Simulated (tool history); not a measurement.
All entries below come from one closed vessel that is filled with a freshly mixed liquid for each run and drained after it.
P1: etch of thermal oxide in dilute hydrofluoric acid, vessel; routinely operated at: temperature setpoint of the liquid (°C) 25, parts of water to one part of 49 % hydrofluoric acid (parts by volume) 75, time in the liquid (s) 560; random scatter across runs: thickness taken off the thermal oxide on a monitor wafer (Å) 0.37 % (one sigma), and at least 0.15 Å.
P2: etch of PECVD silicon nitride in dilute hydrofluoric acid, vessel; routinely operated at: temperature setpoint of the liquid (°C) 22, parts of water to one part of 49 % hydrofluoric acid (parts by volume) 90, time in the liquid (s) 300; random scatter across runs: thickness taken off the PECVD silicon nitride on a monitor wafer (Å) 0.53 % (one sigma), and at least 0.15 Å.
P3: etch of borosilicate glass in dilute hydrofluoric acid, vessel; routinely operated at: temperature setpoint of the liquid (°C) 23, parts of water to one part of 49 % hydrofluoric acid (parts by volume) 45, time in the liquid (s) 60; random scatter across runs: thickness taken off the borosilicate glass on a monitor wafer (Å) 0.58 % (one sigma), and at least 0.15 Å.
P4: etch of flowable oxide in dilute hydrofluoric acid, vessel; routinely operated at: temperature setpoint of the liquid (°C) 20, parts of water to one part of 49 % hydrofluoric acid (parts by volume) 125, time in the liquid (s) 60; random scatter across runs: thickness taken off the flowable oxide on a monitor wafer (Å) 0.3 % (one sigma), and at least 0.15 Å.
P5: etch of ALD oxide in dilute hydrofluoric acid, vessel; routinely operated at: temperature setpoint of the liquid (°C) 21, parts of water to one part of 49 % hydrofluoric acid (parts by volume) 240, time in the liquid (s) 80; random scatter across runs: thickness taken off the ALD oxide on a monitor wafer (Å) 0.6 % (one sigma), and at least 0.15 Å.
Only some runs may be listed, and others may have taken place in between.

run     day  process that ran  temperature setpoint of the liquid (°C)  parts of water to one part of 49 % hydrofluoric acid (parts by volume)  time in the liquid (s)  hours since the thermometer was replaced  hours since the hydrofluoric acid flow meter was replaced  thickness taken off the thermal oxide on a monitor wafer (Å)  thickness taken off the flowable oxide on a monitor wafer (Å)  thickness taken off the PECVD silicon nitride on a monitor wafer (Å)  thickness taken off the ALD oxide on a monitor wafer (Å)  thickness taken off the borosilicate glass on a monitor wafer (Å)
  1   0.458                P1                                       25                                                                      75                     560                                     991.6                                                      259.8                                                        404.43
  2   0.854                P4                                       20                                                                     125                      30                                    1001.1                                                      269.3                                                                                                                       46.735
  3     1.4                P1                                       25                                                                      75                     560                                    1014.2                                                      282.4                                                        403.41
  4   1.842                P2                                       22                                                                      20                     300                                    1024.8                                                        293                                                                                                                                                                                             634.63
  5   2.233                P1                                     31.5                                                                     125                     560                                    1034.2                                                      302.4                                                        291.94
  6   2.767                P1                                       25                                                                      40                    1030                                      1047                                                      315.2                                                        1461.9
  7   3.179                P1                                       19                                                                      75                     560                                    1056.9                                                      325.1                                                        314.96
  8   3.871                P5                                       21                                                                     240                      80                                    1073.5                                                      341.7                                                                                                                                                                                                                                                       60.708
  9   4.296                P1                                       25                                                                      75                     560                                    1083.7                                                      351.9                                                         406.1
          5  -- hydrofluoric acid flow meter replaced
 10   5.079                P1                                       25                                                                      75                     560                                    1102.5                                                          2                                                        404.76
 11   5.438                P1                                       33                                                                      75                     560                                    1111.1                                                       10.6                                                        553.55
 12   5.883                P2                                       18                                                                      90                     300                                    1121.8                                                       21.3                                                                                                                                                                                             112.31
 13   6.425                P3                                       23                                                                      45                     115                                    1134.8                                                       34.3                                                                                                                                                                                                                                                                                                                          1011.2
 14   7.038                P4                                       20                                                                     125                      60                                    1149.5                                                         49                                                                                                                       93.085
 15   7.392                P4                                       17                                                                     125                      60                                      1158                                                       57.5                                                                                                                       82.493
 16   8.046                P5                                       29                                                                     240                      80                                    1173.7                                                       73.2                                                                                                                                                                                                                                                       81.091
 17   8.738                P1                                       25                                                                      75                     560                                    1190.3                                                       89.8                                                        403.96
 18   9.512                P4                                       20                                                                      25                      60                                    1208.9                                                      108.4                                                                                                                       522.85
 19  10.188                P3                                     27.5                                                                      45                      60                                    1225.1                                                      124.6                                                                                                                                                                                                                                                                                                                          645.49
 20  10.542                P5                                       21                                                                     240                     155                                    1233.6                                                      133.1                                                                                                                                                                                                                                                       117.33
 21  11.188                P3                                       23                                                                      45                      60                                    1249.1                                                      148.6                                                                                                                                                                                                                                                                                                                          534.13
 22  11.562                P1                                       25                                                                      75                     560                                    1258.1                                                      157.6                                                        404.09
 23  12.183                P1                                       25                                                                      75                     860                                      1273                                                      172.5                                                        618.49
 24  12.596                P5                                       21                                                                     240                      80                                    1282.9                                                      182.4                                                                                                                                                                                                                                                       60.814
 25  12.992                P1                                       25                                                                     120                     560                                    1292.4                                                      191.9                                                        240.37

For run 26, what comes out?
 26  13.617                P5                                       21                                                                      75                      80                                    1307.4                                                      206.9                                                                                                                                                                                                                                                            ?

{"run 26": {"thickness taken off the ALD oxide on a monitor wafer (Å)": 230.15}}

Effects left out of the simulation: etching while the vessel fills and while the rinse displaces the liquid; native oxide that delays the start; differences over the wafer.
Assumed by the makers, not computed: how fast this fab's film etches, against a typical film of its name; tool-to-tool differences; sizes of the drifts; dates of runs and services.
